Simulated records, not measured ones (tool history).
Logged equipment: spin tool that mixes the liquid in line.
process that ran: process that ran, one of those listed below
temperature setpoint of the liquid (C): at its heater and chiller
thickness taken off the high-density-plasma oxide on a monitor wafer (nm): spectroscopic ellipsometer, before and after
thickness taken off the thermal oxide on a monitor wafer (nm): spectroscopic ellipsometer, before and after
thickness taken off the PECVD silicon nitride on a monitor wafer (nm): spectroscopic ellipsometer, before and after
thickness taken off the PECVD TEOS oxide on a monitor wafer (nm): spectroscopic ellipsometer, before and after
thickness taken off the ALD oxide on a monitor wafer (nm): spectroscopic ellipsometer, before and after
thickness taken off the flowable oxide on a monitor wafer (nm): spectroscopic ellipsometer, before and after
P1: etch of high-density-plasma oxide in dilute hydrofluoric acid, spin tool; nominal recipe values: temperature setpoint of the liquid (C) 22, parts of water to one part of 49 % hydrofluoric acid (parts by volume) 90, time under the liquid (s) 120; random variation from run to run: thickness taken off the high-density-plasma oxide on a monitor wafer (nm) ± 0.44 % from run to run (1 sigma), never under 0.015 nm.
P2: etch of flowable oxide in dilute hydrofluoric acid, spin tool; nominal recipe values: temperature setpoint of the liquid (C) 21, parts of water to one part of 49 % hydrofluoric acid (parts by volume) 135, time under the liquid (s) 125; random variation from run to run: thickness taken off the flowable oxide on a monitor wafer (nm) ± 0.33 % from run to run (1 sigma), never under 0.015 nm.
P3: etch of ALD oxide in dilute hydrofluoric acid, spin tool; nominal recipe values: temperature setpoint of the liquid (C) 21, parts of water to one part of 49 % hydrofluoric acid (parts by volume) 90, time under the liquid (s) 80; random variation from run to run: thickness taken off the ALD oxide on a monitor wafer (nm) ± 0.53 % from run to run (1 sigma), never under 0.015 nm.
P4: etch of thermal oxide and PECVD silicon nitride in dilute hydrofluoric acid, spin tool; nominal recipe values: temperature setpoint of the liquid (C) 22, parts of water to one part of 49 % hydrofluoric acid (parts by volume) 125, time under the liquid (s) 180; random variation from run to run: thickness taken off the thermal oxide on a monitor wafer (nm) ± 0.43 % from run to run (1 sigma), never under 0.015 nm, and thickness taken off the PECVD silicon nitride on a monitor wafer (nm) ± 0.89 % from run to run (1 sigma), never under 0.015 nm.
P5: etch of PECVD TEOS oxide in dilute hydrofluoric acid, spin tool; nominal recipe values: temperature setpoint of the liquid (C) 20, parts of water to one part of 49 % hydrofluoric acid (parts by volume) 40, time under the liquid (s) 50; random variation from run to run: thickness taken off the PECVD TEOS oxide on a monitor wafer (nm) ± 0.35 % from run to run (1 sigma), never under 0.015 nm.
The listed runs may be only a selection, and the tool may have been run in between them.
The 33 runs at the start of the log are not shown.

run    day  process that ran  temperature setpoint of the liquid (C)  parts of water to one part of 49 % hydrofluoric acid (parts by volume)  time under the liquid (s)  hours since the thermometer was replaced  hours since the hydrofluoric acid flow meter was replaced  thickness taken off the high-density-plasma oxide on a monitor wafer (nm)  thickness taken off the thermal oxide on a monitor wafer (nm)  thickness taken off the PECVD silicon nitride on a monitor wafer (nm)  thickness taken off the PECVD TEOS oxide on a monitor wafer (nm)  thickness taken off the ALD oxide on a monitor wafer (nm)  thickness taken off the flowable oxide on a monitor wafer (nm)
 34  6.783                P1                                      22                                                                      90                        120                                     132.3                                                      119.8                                                                     12.832
 35  7.008                P1                                      22                                                                      90                        120                                     137.7                                                      125.2                                                                     12.977
 36  7.233                P1                                      22                                                                      90                        120                                     143.1                                                      130.6                                                                     12.996
 37  7.367                P1                                      22                                                                      90                        120                                     146.3                                                      133.8                                                                     13.014
 38  7.617                P1                                      22                                                                      90                        120                                     152.3                                                      139.8                                                                     13.133
 39  7.775                P1                                      22                                                                      90                        120                                     156.1                                                      143.6                                                                     13.054
 40   8.05                P1                                      22                                                                      90                        120                                     162.7                                                      150.2                                                                     13.187
 41  8.296                P1                                      22                                                                      90                        120                                     168.6                                                      156.1                                                                     13.159

Run 42 is up next; what results do you expect?
 42  8.438                P1                                      22                                                                      90                        120                                       172                                                      159.5                                                                          ?

{"run 42": {"thickness taken off the high-density-plasma oxide on a monitor wafer (nm)": 13.266}}

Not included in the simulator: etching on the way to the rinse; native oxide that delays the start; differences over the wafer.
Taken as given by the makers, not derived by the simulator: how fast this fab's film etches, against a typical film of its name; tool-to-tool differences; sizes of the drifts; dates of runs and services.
